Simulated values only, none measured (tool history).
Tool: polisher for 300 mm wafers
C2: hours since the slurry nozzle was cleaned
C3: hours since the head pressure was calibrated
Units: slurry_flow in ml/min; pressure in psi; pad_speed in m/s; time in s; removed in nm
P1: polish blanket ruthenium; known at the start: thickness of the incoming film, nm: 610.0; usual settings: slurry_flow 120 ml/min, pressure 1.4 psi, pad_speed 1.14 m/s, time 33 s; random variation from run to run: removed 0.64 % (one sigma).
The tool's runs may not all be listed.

Run 1, hour 9.7: slurry_flow 120 ml/min, pressure 1.4 psi, pad_speed 1.14 m/s, time 33 s; wafers polished on this pad 592; C2 326; C3 316.7. Result: removed 24.6 nm.
Run 2, hour 14.6: slurry_flow 120 ml/min, pressure 1.4 psi, pad_speed 1.14 m/s, time 33 s; wafers polished on this pad 674; C2 330.9; C3 321.6. Result: removed 24.568 nm.
Run 3, hour 24.1: slurry_flow 120 ml/min, pressure 1.4 psi, pad_speed 1.14 m/s, time 15 s; wafers polished on this pad 832; C2 340.4; C3 331.1. Result: removed 11.154 nm.
Run 4, hour 30.3: slurry_flow 120 ml/min, pressure 0.6 psi, pad_speed 1.14 m/s, time 33 s; wafers polished on this pad 934; C2 346.6; C3 337.3. Result: removed 10.542 nm.
At hour 35.9: slurry nozzle cleaned.
Run 5, hour 39.4: slurry_flow 175 ml/min, pressure 1.4 psi, pad_speed 1.14 m/s, time 33 s; wafers polished on this pad 1086; C2 3.6; C3 346.4. Result: removed 26.548 nm.
Run 6, hour 48.2: slurry_flow 120 ml/min, pressure 1.4 psi, pad_speed 1.14 m/s, time 33 s; wafers polished on this pad 1232; C2 12.4; C3 355.2. Result: removed 24.375 nm.
Run 7, hour 53.7: slurry_flow 120 ml/min, pressure 1.9 psi, pad_speed 1.14 m/s, time 17 s; wafers polished on this pad 1323; C2 17.9; C3 360.7. Result: removed 17.323 nm.
Run 8, hour 58.9: slurry_flow 120 ml/min, pressure 1.4 psi, pad_speed 0.52 m/s, time 33 s; wafers polished on this pad 1409; C2 23.1; C3 365.9. Result: removed 11.115 nm.
Run 9, hour 63.6: slurry_flow 120 ml/min, pressure 2.2 psi, pad_speed 1.14 m/s, time 33 s; wafers polished on this pad 1488; C2 27.8; C3 370.6. Result: removed 38.795 nm.
Run 10, hour 69.2: slurry_flow 120 ml/min, pressure 1.4 psi, pad_speed 1.14 m/s, time 33 s; wafers polished on this pad 1581; C2 33.4; C3 376.2. Result: removed 24.602 nm.
Run 11, hour 76.6: slurry_flow 120 ml/min, pressure 1.4 psi, pad_speed 1.14 m/s, time 33 s; wafers polished on this pad 1703; C2 40.8; C3 383.6. Result: removed 24.397 nm.
Run 12, hour 83: slurry_flow 70 ml/min, pressure 1.4 psi, pad_speed 1.14 m/s, time 33 s; wafers polished on this pad 1810; C2 47.2; C3 390. Result: removed 21.329 nm.
Run 13, hour 91.8: slurry_flow 120 ml/min, pressure 1.4 psi, pad_speed 1.66 m/s, time 52 s; wafers polished on this pad 1956; C2 56; C3 398.8. Result: removed 55.843 nm.
Run 14, hour 97.5: slurry_flow 120 ml/min, pressure 1.4 psi, pad_speed 1.44 m/s, time 33 s; wafers polished on this pad 2051; C2 61.7; C3 404.5. Result: removed 30.798 nm.
Run 15, hour 106.8: slurry_flow 120 ml/min, pressure 1.4 psi, pad_speed 1.14 m/s, time 46 s; wafers polished on this pad 2205; C2 71; C3 413.8. Result: removed 34.467 nm.
Run 16, hour 111.5: slurry_flow 120 ml/min, pressure 1.4 psi, pad_speed 1.14 m/s, time 33 s; wafers polished on this pad 2283; C2 75.7; C3 418.5. Result: removed 24.57 nm.
Run 17, hour 119.4: slurry_flow 120 ml/min, pressure 1.4 psi, pad_speed 1.14 m/s, time 33 s; wafers polished on this pad 2414; C2 83.6; C3 426.4. Result: removed 24.866 nm.
Run 18, hour 124.5: slurry_flow 120 ml/min, pressure 1.4 psi, pad_speed 1.14 m/s, time 33 s; wafers polished on this pad 2499; C2 88.7; C3 431.5. Result: removed 24.06 nm.
Run 19, hour 129.9: slurry_flow 120 ml/min, pressure 1.4 psi, pad_speed 1.14 m/s, time 33 s; wafers polished on this pad 2589; C2 94.1; C3 436.9. Result: removed 23.781 nm.
Run 20, hour 136.6: slurry_flow 120 ml/min, pressure 1.4 psi, pad_speed 1.14 m/s, time 33 s; wafers polished on this pad 2700; C2 100.8; C3 443.6. Result: removed 23.537 nm.
Run 21, hour 146.7: slurry_flow 120 ml/min, pressure 1.4 psi, pad_speed 1.14 m/s, time 33 s; wafers polished on this pad 2868; C2 110.9; C3 453.7. Result: removed 22.921 nm.
At hour 153.9: head pressure recalibrated.
Run 22, hour 157.1: slurry_flow 120 ml/min, pressure 1.4 psi, pad_speed 1.14 m/s, time 33 s; wafers polished on this pad 3040; C2 121.3; C3 3.3. Result: removed 22.816 nm.
Run 23, hour 164.7: slurry_flow 120 ml/min, pressure 1.4 psi, pad_speed 1.14 m/s, time 33 s; wafers polished on this pad 3167; C2 128.9; C3 10.9. Result: removed 23.154 nm.
Run 24, hour 174.8: slurry_flow 120 ml/min, pressure 1.4 psi, pad_speed 1.14 m/s, time 33 s; wafers polished on this pad 3334; C2 139; C3 21. Result: removed 22.431 nm.
Run 25, hour 179.9: slurry_flow 120 ml/min, pressure 1.4 psi, pad_speed 1.14 m/s, time 33 s; wafers polished on this pad 3419; C2 144.1; C3 26.1. Result: removed 22.838 nm.

What P1 gives has crept away from where it was. These 2 causes fit the log equally well, each at the size given:
A: removal rate lost through wear of the pad, % = 7.73
B: slurry flow missing at the pad, % = 27.9
The creep began at about hour 119.4.
Why every other cause is out:
head's pressure below its setpoint, %: serviced at hour 153.9, which brought nothing back

4 check runs are offered, each on 5 wafers whose results are averaged, their results left as question marks. Which one tells the causes apart?
Run check 1, hour 185: slurry_flow 120 ml/min, pressure 0.8 psi, pad_speed 0.52 m/s, time 33 s. Result: removed ?.
Run check 2, hour 185: slurry_flow 120 ml/min, pressure 2.2 psi, pad_speed 1.14 m/s, time 23 s. Result: removed ?.
Run check 3, hour 185: slurry_flow 170 ml/min, pressure 1.4 psi, pad_speed 1.14 m/s, time 18 s. Result: removed ?.
Run check 4, hour 185: slurry_flow 120 ml/min, pressure 0.6 psi, pad_speed 0.76 m/s, time 33 s. Result: removed ?.

What each check would give under each cause:
  check   result    if A    if B
check 1  removed  5.9141  5.9132
check 2  removed  24.851  24.847
check 3  removed  13.186  13.473
check 4  removed  6.4827  6.4817
How far apart the two closest causes lie, in the result that separates them most: check 1 0.02 %; check 2 0.02 %; check 3 2.16 %; check 4 0.02 %
Only check 3 tells the causes apart: in the others they would give nearly the same result.

Then check 3 was run and gave: removed 13.449 nm. Which cause is it?

It is B: slurry flow missing at the pad, %.

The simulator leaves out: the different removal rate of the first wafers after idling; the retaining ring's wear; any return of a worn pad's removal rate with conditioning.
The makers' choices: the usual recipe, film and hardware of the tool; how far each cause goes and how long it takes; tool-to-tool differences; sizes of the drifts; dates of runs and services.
